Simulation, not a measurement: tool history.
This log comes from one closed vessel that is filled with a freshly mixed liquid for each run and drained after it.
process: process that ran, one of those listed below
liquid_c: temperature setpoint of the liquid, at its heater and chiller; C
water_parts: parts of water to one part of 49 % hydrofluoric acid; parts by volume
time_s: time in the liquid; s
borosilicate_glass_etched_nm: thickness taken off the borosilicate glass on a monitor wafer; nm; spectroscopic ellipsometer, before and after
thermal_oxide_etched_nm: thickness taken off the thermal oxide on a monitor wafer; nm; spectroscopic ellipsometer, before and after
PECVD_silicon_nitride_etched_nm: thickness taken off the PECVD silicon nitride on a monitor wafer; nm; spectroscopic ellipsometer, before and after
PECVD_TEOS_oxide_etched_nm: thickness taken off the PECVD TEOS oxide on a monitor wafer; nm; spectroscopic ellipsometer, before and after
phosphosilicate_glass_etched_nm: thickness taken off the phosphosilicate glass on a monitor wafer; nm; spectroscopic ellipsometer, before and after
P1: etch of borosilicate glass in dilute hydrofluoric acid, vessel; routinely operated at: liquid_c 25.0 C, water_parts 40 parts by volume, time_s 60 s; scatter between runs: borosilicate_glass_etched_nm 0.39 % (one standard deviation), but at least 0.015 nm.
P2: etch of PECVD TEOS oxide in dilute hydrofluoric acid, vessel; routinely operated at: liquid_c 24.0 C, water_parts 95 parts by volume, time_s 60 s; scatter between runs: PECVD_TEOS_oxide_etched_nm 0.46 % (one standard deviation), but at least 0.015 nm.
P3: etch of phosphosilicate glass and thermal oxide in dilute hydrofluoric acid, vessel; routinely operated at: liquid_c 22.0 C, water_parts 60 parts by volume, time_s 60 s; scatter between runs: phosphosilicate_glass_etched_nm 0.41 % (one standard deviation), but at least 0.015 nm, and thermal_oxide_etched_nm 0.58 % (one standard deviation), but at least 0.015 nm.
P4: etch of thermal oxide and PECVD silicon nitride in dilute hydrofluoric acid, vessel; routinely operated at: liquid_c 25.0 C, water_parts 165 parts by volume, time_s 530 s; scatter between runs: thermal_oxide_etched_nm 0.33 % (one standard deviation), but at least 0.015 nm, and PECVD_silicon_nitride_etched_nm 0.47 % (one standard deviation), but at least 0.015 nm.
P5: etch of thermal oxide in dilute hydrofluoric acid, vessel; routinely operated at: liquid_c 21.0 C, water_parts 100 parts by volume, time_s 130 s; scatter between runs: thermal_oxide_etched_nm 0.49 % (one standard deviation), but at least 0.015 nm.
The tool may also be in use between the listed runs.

run,day,process,liquid_c,water_parts,time_s,borosilicate_glass_etched_nm,thermal_oxide_etched_nm,PECVD_silicon_nitride_etched_nm,PECVD_TEOS_oxide_etched_nm,phosphosilicate_glass_etched_nm
1,0.233,P1,25.0,40,60,34.163,,,,
2,0.417,P5,21.0,100,30,,1.3668,,,
3,0.667,P4,25.0,85,530,,29.3870,36.470,,
4,0.967,P2,24.0,95,85,,,,25.818,
5,1.338,P5,21.0,160,130,,3.3474,,,
6,1.562,P1,20.5,40,90,42.468,,,,
7,1.946,P3,22.0,30,60,,9.3703,,,312.880
# day 2.075: thermometer replaced
8,2.188,P2,24.0,95,60,,,,18.162,
9,2.392,P1,25.0,20,60,70.484,,,,
10,2.683,P3,22.0,60,30,,2.2386,,,75.326
11,2.992,P3,26.5,60,60,,5.4893,,,180.760
12,3.250,P5,21.0,100,130,,5.8136,,,
13,3.433,P5,27.0,100,130,,7.3837,,,
14,3.617,P1,31.5,40,60,44.123,,,,
15,3.796,P4,25.0,165,530,,13.7560,19.030,,
16,4.021,P1,25.0,40,100,57.135,,,,
17,4.208,P1,25.0,40,30,17.163,,,,
18,4.475,P1,25.0,40,60,34.233,,,,
19,4.788,P4,25.0,165,530,,13.6840,18.927,,
20,5.075,P1,20.5,40,60,28.422,,,,
21,5.425,P1,25.0,60,60,22.277,,,,
22,5.804,P3,22.0,60,60,,4.5385,,,150.410
23,6.004,P2,17.0,95,60,,,,13.655,
24,6.338,P1,25.0,40,60,34.379,,,,
25,6.646,P1,25.0,40,60,34.399,,,,
26,7.038,P4,28.5,165,530,,15.6360,23.781,,
27,7.346,P5,21.0,100,130,,5.7964,,,
28,7.562,P2,24.0,30,60,,,,62.522,
29,7.750,P1,25.0,40,60,34.225,,,,
30,8.150,P4,25.0,165,1010,,26.4070,35.901,,
31,8.388,P1,25.0,40,60,34.375,,,,
32,8.608,P1,25.0,40,60,34.878,,,,
33,8.938,P1,25.0,40,60,35.664,,,,
34,9.342,P1,25.0,40,60,36.346,,,,
35,9.612,P1,25.0,40,60,36.472,,,,
36,9.808,P1,25.0,40,60,36.623,,,,
37,10.154,P1,25.0,40,60,36.613,,,,
38,10.496,P1,25.0,40,60,36.495,,,,

P1 no longer gives what it gave before; its output has crept away from where it was. The following 2 causes, each at its listed size, fit the log equally well:
A: hydrofluoric acid flow above the setpoint (%) = 6.48
B: liquid hotter than its thermometer reads (K) = 1.62
The creep began at about day 8.388.

The check runs listed below each take one wafer, and their results are still question marks. Under which run would the listed causes lead to clearly different results?
check 1,10.838,P5,21.0,100,130,,?,,,
check 2,10.838,P4,25.0,165,530,,?,?,,
check 3,10.838,P3,22.0,60,60,,?,,,?
check 4,10.838,P2,24.0,95,60,,,,?,

Outcome of each check run for each possible cause:
check,result,if A,if B
check 1,thermal_oxide_etched_nm,6.1839,6.1570
check 2,thermal_oxide_etched_nm,14.8190,14.6100
check 2,PECVD_silicon_nitride_etched_nm,20.196,21.016
check 3,thermal_oxide_etched_nm,4.8396,4.8370
check 3,phosphosilicate_glass_etched_nm,160.970,160.890
check 4,PECVD_TEOS_oxide_etched_nm,19.467,19.350
Distance between the nearest two causes, measured in the result of the check that separates them most: check 1 0.44 %; check 2 3.98 %; check 3 0.05 %; check 4 0.6 %
Check 2 is the one run that separates the causes; every other check would come out nearly the same whichever cause is at work.

Check 2 was carried out, with these results: thermal_oxide_etched_nm 14.6640 nm; PECVD_silicon_nitride_etched_nm 21.101 nm. Which of the listed causes is responsible?

It was cause B: liquid hotter than its thermometer reads (K).

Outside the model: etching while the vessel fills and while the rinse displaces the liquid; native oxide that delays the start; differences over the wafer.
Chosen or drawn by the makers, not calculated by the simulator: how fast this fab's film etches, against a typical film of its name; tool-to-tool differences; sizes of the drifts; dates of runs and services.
